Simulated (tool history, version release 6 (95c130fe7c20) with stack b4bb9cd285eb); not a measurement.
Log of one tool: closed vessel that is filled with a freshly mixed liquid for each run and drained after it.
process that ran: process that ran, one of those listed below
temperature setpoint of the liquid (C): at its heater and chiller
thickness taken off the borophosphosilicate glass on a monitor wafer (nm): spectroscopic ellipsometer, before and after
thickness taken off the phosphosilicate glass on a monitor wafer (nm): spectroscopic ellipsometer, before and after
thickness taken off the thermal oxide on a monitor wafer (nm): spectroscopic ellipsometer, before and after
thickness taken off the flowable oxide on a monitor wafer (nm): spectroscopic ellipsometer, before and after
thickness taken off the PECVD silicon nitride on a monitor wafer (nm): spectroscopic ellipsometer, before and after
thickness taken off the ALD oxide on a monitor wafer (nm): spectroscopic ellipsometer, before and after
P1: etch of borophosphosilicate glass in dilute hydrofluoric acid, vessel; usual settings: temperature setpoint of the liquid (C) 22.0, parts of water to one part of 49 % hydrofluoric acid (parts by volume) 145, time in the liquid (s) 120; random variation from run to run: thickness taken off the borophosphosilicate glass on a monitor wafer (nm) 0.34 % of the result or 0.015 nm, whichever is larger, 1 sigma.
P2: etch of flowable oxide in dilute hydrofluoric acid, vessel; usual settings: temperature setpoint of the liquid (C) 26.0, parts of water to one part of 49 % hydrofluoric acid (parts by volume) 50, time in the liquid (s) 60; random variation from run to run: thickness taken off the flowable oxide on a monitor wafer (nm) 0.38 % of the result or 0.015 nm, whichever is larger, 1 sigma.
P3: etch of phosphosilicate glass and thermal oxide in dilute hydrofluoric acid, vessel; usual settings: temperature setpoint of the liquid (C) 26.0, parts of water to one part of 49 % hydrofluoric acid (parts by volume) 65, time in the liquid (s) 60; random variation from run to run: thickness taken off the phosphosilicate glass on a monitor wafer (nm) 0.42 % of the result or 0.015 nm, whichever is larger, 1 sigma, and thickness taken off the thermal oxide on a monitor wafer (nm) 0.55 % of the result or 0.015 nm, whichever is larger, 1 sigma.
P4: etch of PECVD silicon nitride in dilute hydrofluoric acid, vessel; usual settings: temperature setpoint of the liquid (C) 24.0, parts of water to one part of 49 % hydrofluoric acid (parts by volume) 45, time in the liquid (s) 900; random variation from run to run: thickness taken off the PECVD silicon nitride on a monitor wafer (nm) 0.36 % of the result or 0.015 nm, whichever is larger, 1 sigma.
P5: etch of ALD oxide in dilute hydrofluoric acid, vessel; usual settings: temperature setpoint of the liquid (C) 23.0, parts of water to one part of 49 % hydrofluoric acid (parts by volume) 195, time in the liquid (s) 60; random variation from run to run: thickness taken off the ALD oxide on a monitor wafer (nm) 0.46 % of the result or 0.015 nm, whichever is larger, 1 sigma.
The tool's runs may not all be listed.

run	hour	process that ran	temperature setpoint of the liquid (C)	parts of water to one part of 49 % hydrofluoric acid (parts by volume)	time in the liquid (s)	thickness taken off the borophosphosilicate glass on a monitor wafer (nm)	thickness taken off the phosphosilicate glass on a monitor wafer (nm)	thickness taken off the thermal oxide on a monitor wafer (nm)	thickness taken off the flowable oxide on a monitor wafer (nm)	thickness taken off the PECVD silicon nitride on a monitor wafer (nm)	thickness taken off the ALD oxide on a monitor wafer (nm)
1	3.7	P1	22.0	145	120	28.8080					
2	9.1	P3	26.0	65	60		147.120	5.0875			
3	14.4	P2	26.0	70	60				26.830		
4	19.5	P1	22.0	145	120	28.6130					
5	24.1	P2	26.0	50	105				67.759		
6	27.3	P3	26.0	65	90		220.450	7.5916			
# hour 27.8: hydrofluoric acid flow meter replaced
7	34.1	P1	26.0	145	120	33.7390					
8	39.9	P1	17.0	145	120	23.3880					
9	46.7	P4	24.0	45	900					40.097	
10	52.0	P1	22.0	60	120	76.5270					
11	55.3	P2	26.0	50	60				38.569		
12	59.4	P1	22.0	145	120	28.8030					
13	64.4	P2	26.0	50	60				38.657		
14	68.0	P1	22.0	225	230	32.5530					
15	73.1	P1	22.0	145	45	10.8050					
16	77.8	P1	22.0	145	220	52.6410					
17	80.9	P4	24.0	45	1530					68.073	
18	85.3	P1	22.0	230	120	16.4530					
19	90.0	P1	22.0	145	120	28.9780					
20	94.5	P3	26.0	105	60		86.076	2.9917			
21	99.8	P5	23.0	195	60						6.3007
22	104.0	P4	29.5	45	900					57.802	
23	109.7	P2	20.5	50	60				30.652		
24	115.0	P5	18.5	195	60						5.2968
25	118.5	P1	22.0	145	120	28.6750					
26	124.5	P1	22.0	145	120	28.7220					
27	130.1	P1	17.0	145	30	5.8769					
28	134.6	P3	26.0	65	60		147.360	5.1036			
29	139.3	P5	23.0	305	60						3.6120
30	144.7	P5	23.0	195	115						12.0230
31	151.1	P4	24.0	70	900					25.970	
32	156.3	P1	22.0	145	120	28.7250					
33	160.2	P3	33.0	65	60		192.150	6.6809			
34	166.5	P1	22.0	145	120	28.8310					
35	172.4	P1	22.0	145	120	27.9410					
36	176.2	P1	22.0	145	120	27.4510					
37	181.3	P1	22.0	145	120	27.1740					
38	184.8	P1	22.0	145	120	26.8890					
39	189.2	P1	22.0	145	120	26.8400					
40	194.9	P1	22.0	145	120	26.7820					
41	198.2	P1	22.0	145	120	26.7670					
42	204.6	P1	22.0	145	120	26.5340					

Forecast run 43:
43	208.2	P1	22.0	145	120	?					

thickness taken off the borophosphosilicate glass on a monitor wafer (nm): 26.5650
